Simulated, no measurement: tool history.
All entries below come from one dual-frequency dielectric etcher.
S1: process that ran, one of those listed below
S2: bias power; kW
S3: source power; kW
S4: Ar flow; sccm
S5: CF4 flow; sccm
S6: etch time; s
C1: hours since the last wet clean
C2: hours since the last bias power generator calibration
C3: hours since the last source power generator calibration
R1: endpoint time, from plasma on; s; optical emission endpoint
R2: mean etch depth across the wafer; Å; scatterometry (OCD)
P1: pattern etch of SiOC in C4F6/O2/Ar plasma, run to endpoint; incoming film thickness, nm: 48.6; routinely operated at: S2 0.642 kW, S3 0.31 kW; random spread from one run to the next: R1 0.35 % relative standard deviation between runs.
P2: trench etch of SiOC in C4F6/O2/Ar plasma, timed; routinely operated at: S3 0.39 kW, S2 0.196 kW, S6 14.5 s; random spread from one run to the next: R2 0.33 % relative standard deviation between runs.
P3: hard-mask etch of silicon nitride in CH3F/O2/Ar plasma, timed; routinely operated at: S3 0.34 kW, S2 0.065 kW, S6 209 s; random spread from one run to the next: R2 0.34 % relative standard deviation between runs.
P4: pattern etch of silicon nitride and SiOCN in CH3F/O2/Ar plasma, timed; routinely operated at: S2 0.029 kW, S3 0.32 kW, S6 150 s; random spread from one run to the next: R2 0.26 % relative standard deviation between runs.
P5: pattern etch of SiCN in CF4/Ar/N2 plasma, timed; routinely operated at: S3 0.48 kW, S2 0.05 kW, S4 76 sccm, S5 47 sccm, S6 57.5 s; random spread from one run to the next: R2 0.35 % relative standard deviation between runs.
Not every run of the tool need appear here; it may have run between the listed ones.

{"run": 1, "hour": 12.1, "S1": "P1", "S2": 0.642, "S3": 0.31, "C1": 215.4, "C2": 2381.9, "C3": 1645.3, "R1": 16.678}
{"run": 2, "hour": 18.9, "S1": "P5", "S2": 0.05, "S3": 0.48, "S4": 76, "S5": 47, "S6": 57.5, "C1": 222.2, "C2": 2388.7, "C3": 1652.1, "R2": 452}
{"run": 3, "hour": 32.2, "S1": "P2", "S2": 0.196, "S3": 0.31, "S6": 14.5, "C1": 235.5, "C2": 2402, "C3": 1665.4, "R2": 267.91}
{"run": 4, "hour": 44.6, "S1": "P5", "S2": 0.05, "S3": 0.48, "S4": 92, "S5": 47, "S6": 57.5, "C1": 247.9, "C2": 2414.4, "C3": 1677.8, "R2": 436.77}
{"run": 5, "hour": 54.2, "S1": "P1", "S2": 0.642, "S3": 0.23, "C1": 257.5, "C2": 2424, "C3": 1687.4, "R1": 18.584}
{"run": 6, "hour": 64.8, "S1": "P1", "S2": 0.642, "S3": 0.43, "C1": 268.1, "C2": 2434.6, "C3": 1698, "R1": 14.759}
{"run": 7, "hour": 78.3, "S1": "P1", "S2": 0.642, "S3": 0.31, "C1": 281.6, "C2": 2448.1, "C3": 1711.5, "R1": 16.711}
{"run": 8, "hour": 86.3, "S1": "P4", "S2": 0.029, "S3": 0.32, "S6": 150, "C1": 289.6, "C2": 2456.1, "C3": 1719.5, "R2": 211.53}
{"run": 9, "hour": 92.9, "S1": "P1", "S2": 0.642, "S3": 0.31, "C1": 296.2, "C2": 2462.7, "C3": 1726.1, "R1": 16.768}
{"run": 10, "hour": 100.6, "S1": "P2", "S2": 0.153, "S3": 0.39, "S6": 14.5, "C1": 303.9, "C2": 2470.4, "C3": 1733.8, "R2": 271.54}
{"run": 11, "hour": 112.9, "S1": "P3", "S2": 0.085, "S3": 0.34, "S6": 209, "C1": 316.2, "C2": 2482.7, "C3": 1746.1, "R2": 1425.7}
{"run": 12, "hour": 122.5, "S1": "P2", "S2": 0.196, "S3": 0.39, "S6": 14.5, "C1": 325.8, "C2": 2492.3, "C3": 1755.7, "R2": 291.94}
{"run": 13, "hour": 134.4, "S1": "P1", "S2": 0.511, "S3": 0.31, "C1": 337.7, "C2": 2504.2, "C3": 1767.6, "R1": 18.192}
{"run": 14, "hour": 144.4, "S1": "P1", "S2": 0.441, "S3": 0.23, "C1": 347.7, "C2": 2514.2, "C3": 1777.6, "R1": 21.534}
{"run": 15, "hour": 150.9, "S1": "P3", "S2": 0.065, "S3": 0.34, "S6": 209, "C1": 354.2, "C2": 2520.7, "C3": 1784.1, "R2": 1295.5}
{"run": 16, "hour": 157.2, "S1": "P2", "S2": 0.196, "S3": 0.39, "S6": 8, "C1": 360.5, "C2": 2527, "C3": 1790.4, "R2": 161.22}
{"run": 17, "hour": 170.2, "S1": "P3", "S2": 0.065, "S3": 0.34, "S6": 209, "C1": 373.5, "C2": 2540, "C3": 1803.4, "R2": 1282.9}
{"run": 18, "hour": 180.5, "S1": "P4", "S2": 0.02, "S3": 0.32, "S6": 150, "C1": 383.8, "C2": 2550.3, "C3": 1813.7, "R2": 178.87}
{"run": 19, "hour": 187.0, "S1": "P1", "S2": 0.642, "S3": 0.31, "C1": 390.3, "C2": 2556.8, "C3": 1820.2, "R1": 16.687}
{"run": 20, "hour": 196.7, "S1": "P4", "S2": 0.029, "S3": 0.32, "S6": 196.5, "C1": 400, "C2": 2566.5, "C3": 1829.9, "R2": 276.17}
{"run": 21, "hour": 206.2, "S1": "P1", "S2": 0.531, "S3": 0.22, "C1": 409.5, "C2": 2576, "C3": 1839.4, "R1": 20.342}
{"run": 22, "hour": 213.2, "S1": "P1", "S2": 0.851, "S3": 0.31, "C1": 416.5, "C2": 2583, "C3": 1846.4, "R1": 14.791}
{"run": 23, "hour": 219.8, "S1": "P1", "S2": 0.642, "S3": 0.31, "C1": 423.1, "C2": 2589.6, "C3": 1853, "R1": 16.665}
{"run": 24, "hour": 225.8, "S1": "P5", "S2": 0.05, "S3": 0.48, "S4": 76, "S5": 47, "S6": 74.5, "C1": 429.1, "C2": 2595.6, "C3": 1859, "R2": 582.26}
{"run": 25, "hour": 238.3, "S1": "P5", "S2": 0.05, "S3": 0.48, "S4": 76, "S5": 37, "S6": 57.5, "C1": 441.6, "C2": 2608.1, "C3": 1871.5, "R2": 434.28}
{"run": 26, "hour": 245.7, "S1": "P3", "S2": 0.065, "S3": 0.34, "S6": 269, "C1": 449, "C2": 2615.5, "C3": 1878.9, "R2": 1653.8}
{"run": 27, "hour": 252.7, "S1": "P5", "S2": 0.05, "S3": 0.62, "S4": 76, "S5": 47, "S6": 57.5, "C1": 456, "C2": 2622.5, "C3": 1885.9, "R2": 567.5}
{"run": 28, "hour": 265.3, "S1": "P5", "S2": 0.061, "S3": 0.48, "S4": 76, "S5": 47, "S6": 57.5, "C1": 468.6, "C2": 2635.1, "C3": 1898.5, "R2": 482.86}
{"run": 29, "hour": 273.8, "S1": "P3", "S2": 0.065, "S3": 0.42, "S6": 209, "C1": 477.1, "C2": 2643.6, "C3": 1907, "R2": 1395.4}
{"run": 30, "hour": 285.8, "S1": "P4", "S2": 0.029, "S3": 0.32, "S6": 150, "C1": 489.1, "C2": 2655.6, "C3": 1919, "R2": 211.96}
{"run": 31, "hour": 298.9, "S1": "P4", "S2": 0.029, "S3": 0.19, "S6": 150, "C1": 502.2, "C2": 2668.7, "C3": 1932.1, "R2": 177.74}
{"run": 32, "hour": 307.5, "S1": "P1", "S2": 0.642, "S3": 0.31, "C1": 510.8, "C2": 2677.3, "C3": 1940.7, "R1": 16.627}
{"run": 33, "hour": 319.3, "S1": "P1", "S2": 0.642, "S3": 0.31, "C1": 522.6, "C2": 2689.1, "C3": 1952.5, "R1": 16.672}
{"run": 34, "hour": 327.4, "S1": "P1", "S2": 0.642, "S3": 0.31, "C1": 530.7, "C2": 2697.2, "C3": 1960.6, "R1": 16.628}
{"run": 35, "hour": 336.2, "S1": "P1", "S2": 0.642, "S3": 0.31, "C1": 539.5, "C2": 2706, "C3": 1969.4, "R1": 16.554}
{"run": 36, "hour": 347.7, "S1": "P1", "S2": 0.642, "S3": 0.31, "C1": 551, "C2": 2717.5, "C3": 1980.9, "R1": 16.527}
{"run": 37, "hour": 358.4, "S1": "P1", "S2": 0.642, "S3": 0.31, "C1": 561.7, "C2": 2728.2, "C3": 1991.6, "R1": 16.413}
{"run": 38, "hour": 369.8, "S1": "P1", "S2": 0.642, "S3": 0.31, "C1": 573.1, "C2": 2739.6, "C3": 2003, "R1": 16.343}
{"run": 39, "hour": 378.4, "S1": "P1", "S2": 0.642, "S3": 0.31, "C1": 581.7, "C2": 2748.2, "C3": 2011.6, "R1": 16.548}
{"hour": 382.7, "done": "wet clean of the chamber"}
{"run": 40, "hour": 389.5, "S1": "P1", "S2": 0.642, "S3": 0.31, "C1": 6.9, "C2": 2759.3, "C3": 2022.7, "R1": 16.399}
{"run": 41, "hour": 400.2, "S1": "P1", "S2": 0.642, "S3": 0.31, "C1": 17.6, "C2": 2770, "C3": 2033.4, "R1": 16.471}
{"run": 42, "hour": 409.7, "S1": "P1", "S2": 0.642, "S3": 0.31, "C1": 27.1, "C2": 2779.5, "C3": 2042.9, "R1": 16.291}
{"run": 43, "hour": 420.2, "S1": "P1", "S2": 0.642, "S3": 0.31, "C1": 37.6, "C2": 2790, "C3": 2053.4, "R1": 16.38}
{"run": 44, "hour": 433.1, "S1": "P1", "S2": 0.642, "S3": 0.31, "C1": 50.5, "C2": 2802.9, "C3": 2066.3, "R1": 16.331}

Something has made what P1 gives creep away from where it was; the 2 causes below, each at its own stated size, fit the log equally well:
A: bias power that arrives over what is set, % = 4.54
B: source power that arrives over what is set, % = 4.89
The gradual shift began around hour 319.3.
Excluded causes, each with its reason:
chamber walls in a state that raises the etch rate, %: serviced at hour 382.7, after the drift had started, without restoring the earlier output

Question marks stand in for the results of the 4 check runs listed below, each run on one wafer. Under which run would the listed causes show clearly different results?
{"run": "check 1", "hour": 446.0, "S1": "P4", "S2": 0.029, "S3": 0.32, "S6": 150, "R2": "?"}
{"run": "check 2", "hour": 446.0, "S1": "P5", "S2": 0.05, "S3": 0.48, "S4": 76, "S5": 47, "S6": 57.5, "R2": "?"}
{"run": "check 3", "hour": 446.0, "S1": "P3", "S2": 0.065, "S3": 0.34, "S6": 209, "R2": "?"}
{"run": "check 4", "hour": 446.0, "S1": "P2", "S2": 0.196, "S3": 0.39, "S6": 14.5, "R2": "?"}

Check results expected under each cause:
check=check_1 result=R2 if_A=216.13 if_B=215.07
check=check_2 result=R2 if_A=458.83 if_B=471.77
check=check_3 result=R2 if_A=1311.8 if_B=1315.8
check=check_4 result=R2 if_A=297.54 if_B=298.76
How far apart the two closest causes lie, in the result that separates them most: check 1 0.49 %; check 2 2.78 %; check 3 0.3 %; check 4 0.41 %
The causes can be told apart only by check 2. The other checks would give nearly the same results under each of them.

Then check 2 was run and gave: R2 457.16 Å. Which cause is it?

It is A: bias power that arrives over what is set, %.
